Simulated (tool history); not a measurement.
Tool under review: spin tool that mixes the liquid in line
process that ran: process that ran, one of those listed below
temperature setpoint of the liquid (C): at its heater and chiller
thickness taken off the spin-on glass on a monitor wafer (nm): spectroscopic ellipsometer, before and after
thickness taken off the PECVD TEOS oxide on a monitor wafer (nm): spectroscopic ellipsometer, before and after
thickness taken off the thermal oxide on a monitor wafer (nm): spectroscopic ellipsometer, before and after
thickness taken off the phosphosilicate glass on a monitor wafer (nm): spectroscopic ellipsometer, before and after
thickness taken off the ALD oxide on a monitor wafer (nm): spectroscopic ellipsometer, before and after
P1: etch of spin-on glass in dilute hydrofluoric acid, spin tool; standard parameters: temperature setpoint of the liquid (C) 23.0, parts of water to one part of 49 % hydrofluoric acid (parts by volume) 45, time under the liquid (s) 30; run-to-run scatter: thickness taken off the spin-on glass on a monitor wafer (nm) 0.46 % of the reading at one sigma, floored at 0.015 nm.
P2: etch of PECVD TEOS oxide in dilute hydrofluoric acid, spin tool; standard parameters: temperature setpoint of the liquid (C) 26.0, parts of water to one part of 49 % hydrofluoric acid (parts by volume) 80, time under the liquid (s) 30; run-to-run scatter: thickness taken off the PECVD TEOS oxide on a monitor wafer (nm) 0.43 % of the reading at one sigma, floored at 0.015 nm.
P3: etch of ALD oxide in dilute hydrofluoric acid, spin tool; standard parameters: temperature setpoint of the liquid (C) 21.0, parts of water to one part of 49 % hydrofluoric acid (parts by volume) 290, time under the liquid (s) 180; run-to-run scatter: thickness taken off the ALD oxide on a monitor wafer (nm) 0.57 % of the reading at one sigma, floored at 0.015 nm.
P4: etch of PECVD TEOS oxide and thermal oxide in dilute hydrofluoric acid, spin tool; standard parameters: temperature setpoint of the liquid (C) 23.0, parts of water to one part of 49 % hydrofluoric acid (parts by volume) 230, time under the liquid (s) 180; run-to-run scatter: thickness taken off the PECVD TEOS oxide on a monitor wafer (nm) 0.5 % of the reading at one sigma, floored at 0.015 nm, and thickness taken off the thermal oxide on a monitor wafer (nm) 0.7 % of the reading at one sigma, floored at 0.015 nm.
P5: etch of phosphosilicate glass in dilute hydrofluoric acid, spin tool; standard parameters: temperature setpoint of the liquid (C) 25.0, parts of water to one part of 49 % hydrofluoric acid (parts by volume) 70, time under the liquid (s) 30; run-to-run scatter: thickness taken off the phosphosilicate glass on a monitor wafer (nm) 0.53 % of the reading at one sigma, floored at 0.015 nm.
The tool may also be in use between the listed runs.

run   hour  process that ran  temperature setpoint of the liquid (C)  parts of water to one part of 49 % hydrofluoric acid (parts by volume)  time under the liquid (s)  hours since the thermometer was replaced  hours since the hydrofluoric acid flow meter was replaced  thickness taken off the spin-on glass on a monitor wafer (nm)  thickness taken off the PECVD TEOS oxide on a monitor wafer (nm)  thickness taken off the thermal oxide on a monitor wafer (nm)  thickness taken off the phosphosilicate glass on a monitor wafer (nm)  thickness taken off the ALD oxide on a monitor wafer (nm)
  1    4.7                P1                                    23.0                                                                      45                         30                                     223.3                                                     1070.8                                                         37.556
  2   13.0                P4                                    23.0                                                                      50                        180                                     231.6                                                     1079.1                                                                                                                          30.7440                                                        17.1850
  3   19.2                P5                                    25.0                                                                     110                         30                                     237.8                                                     1085.3                                                                                                                                                                                                                                                                 35.926
  4   25.7                P2                                    26.0                                                                      45                         30                                     244.3                                                     1091.8                                                                                                                          11.7140
  5   33.1                P3                                    21.0                                                                     290                        180                                     251.7                                                     1099.2                                                                                                                                                                                                                                                                                                                            4.3514
  6   40.4                P3                                    17.0                                                                     290                        180                                     259.0                                                     1106.5                                                                                                                                                                                                                                                                                                                            3.7287
  7   44.1                P2                                    26.0                                                                      80                         30                                     262.7                                                     1110.2                                                                                                                           6.3248
  8   47.9                P5                                    25.0                                                                      70                         30                                     266.5                                                     1114.0                                                                                                                                                                                                                                                                 58.667
  9   52.9                P1                                    19.0                                                                      45                         30                                     271.5                                                     1119.0                                                         32.186
 10   56.9                P1                                    23.0                                                                      65                         30                                     275.5                                                     1123.0                                                         25.382
 11   64.6                P4                                    18.0                                                                     230                        180                                     283.2                                                     1130.7                                                                                                                           4.4694                                                         2.5150
 12   69.1                P5                                    25.0                                                                      70                         30                                     287.7                                                     1135.2                                                                                                                                                                                                                                                                 58.844
 13   74.2                P1                                    23.0                                                                      45                         30                                     292.8                                                     1140.3                                                         37.742
 14   79.9                P2                                    26.0                                                                      80                         15                                     298.5                                                     1146.0                                                                                                                           3.1973
 15   87.6                P1                                    23.0                                                                      45                         45                                     306.2                                                     1153.7                                                         56.790
 16   94.8                P1                                    23.0                                                                      45                         30                                     313.4                                                     1160.9                                                         37.716
 17  102.9                P1                                    27.0                                                                      45                         30                                     321.5                                                     1169.0                                                         44.578
 18  108.6                P5                                    25.0                                                                      70                         15                                     327.2                                                     1174.7                                                                                                                                                                                                                                                                 29.265
 19  116.9                P4                                    23.0                                                                     230                        335                                     335.5                                                     1183.0                                                                                                                          10.1000                                                         5.6353
 20  121.3                P1                                    23.0                                                                      45                         15                                     339.9                                                     1187.4                                                         18.851
 21  127.4                P4                                    23.0                                                                     230                        180                                     346.0                                                     1193.5                                                                                                                           5.4726                                                         3.0615
 22  135.7                P3                                    21.0                                                                     510                        180                                     354.3                                                     1201.8                                                                                                                                                                                                                                                                                                                            2.0399
 23  143.6                P1                                    28.5                                                                      65                         30                                     362.2                                                     1209.7                                                         31.607
 24  150.4                P1                                    23.0                                                                      45                         30                                     369.0                                                     1216.5                                                         37.605
 25  154.2                P1                                    31.0                                                                      45                         45                                     372.8                                                     1220.3                                                         78.533
 26  162.2                P3                                    21.0                                                                     290                        345                                     380.8                                                     1228.3                                                                                                                                                                                                                                                                                                                            8.3459
 27  169.9                P2                                    30.5                                                                      80                         30                                     388.5                                                     1236.0                                                                                                                           7.5269
 28  173.8                P5                                    17.5                                                                      70                         30                                     392.4                                                     1239.9                                                                                                                                                                                                                                                                 43.083
 29  177.4                P3                                    21.0                                                                     290                        180                                     396.0                                                     1243.5                                                                                                                                                                                                                                                                                                                            4.3981
 30  182.3                P1                                    23.0                                                                      45                         30                                     400.9                                                     1248.4                                                         37.820
 31  188.6                P1                                    23.0                                                                      20                         30                                     407.2                                                     1254.7                                                         87.986
 32  193.6                P1                                    23.0                                                                      45                         30                                     412.2                                                     1259.7                                                         37.826
 33  200.7                P1                                    23.0                                                                      45                         30                                     419.3                                                     1266.8                                                         35.968
 34  204.5                P1                                    23.0                                                                      45                         30                                     423.1                                                     1270.6                                                         35.721
 35  211.1                P1                                    23.0                                                                      45                         30                                     429.7                                                     1277.2                                                         35.083
 36  218.9                P1                                    23.0                                                                      45                         30                                     437.5                                                     1285.0                                                         35.064
 37  224.5                P1                                    23.0                                                                      45                         30                                     443.1                                                     1290.6                                                         34.985
 38  231.7                P1                                    23.0                                                                      45                         30                                     450.3                                                     1297.8                                                         34.984

The output of P1 has drifted from where it used to be. Each of the 2 causes below, taken at the size shown beside it, accounts for the log equally well:
A: hydrofluoric acid flow below the setpoint (%) = 7.15
B: liquid colder than its thermometer reads (K) = 1.88
The creep began at about hour 193.6.

Of the 4 check runs below, each run on 5 wafers with the results averaged and each result still a question mark, which one would tell the listed causes apart?
check 1  238.9                P5                                    19.0                                                                     110                         30                                                                                                                                                                                                                                                                                                                                                                           ?
check 2  238.9                P2                                    26.0                                                                      55                         15                                                                                                                                                                                                                                     ?
check 3  238.9                P3                                    17.0                                                                     485                        180                                                                                                                                                                                                                                                                                                                                                                                                                                      ?
check 4  238.9                P4                                    23.0                                                                      50                        180                                                                                                                                                                                                                                     ?                                                              ?

Check results expected under each cause:
  check                                                                 result     if A     if B
check 1  thickness taken off the phosphosilicate glass on a monitor wafer (nm)   25.738   25.871
check 2       thickness taken off the PECVD TEOS oxide on a monitor wafer (nm)   4.3717   4.3879
check 3              thickness taken off the ALD oxide on a monitor wafer (nm)   1.7434   1.8055
check 4       thickness taken off the PECVD TEOS oxide on a monitor wafer (nm)  28.3880  28.4040
check 4          thickness taken off the thermal oxide on a monitor wafer (nm)  15.8430  15.8520
Smallest distance between any two causes, each pair judged by its most separating result, in per cent: check 1 0.51 %; check 2 0.37 %; check 3 3.5 %; check 4 0.06 %
Check 3 distinguishes between the causes, while the remaining checks would return nearly the same result for all of them.

Then check 3 was run and gave: thickness taken off the ALD oxide on a monitor wafer (nm) 1.7513. Which cause is it?

The correct cause is A, namely: hydrofluoric acid flow below the setpoint (%).
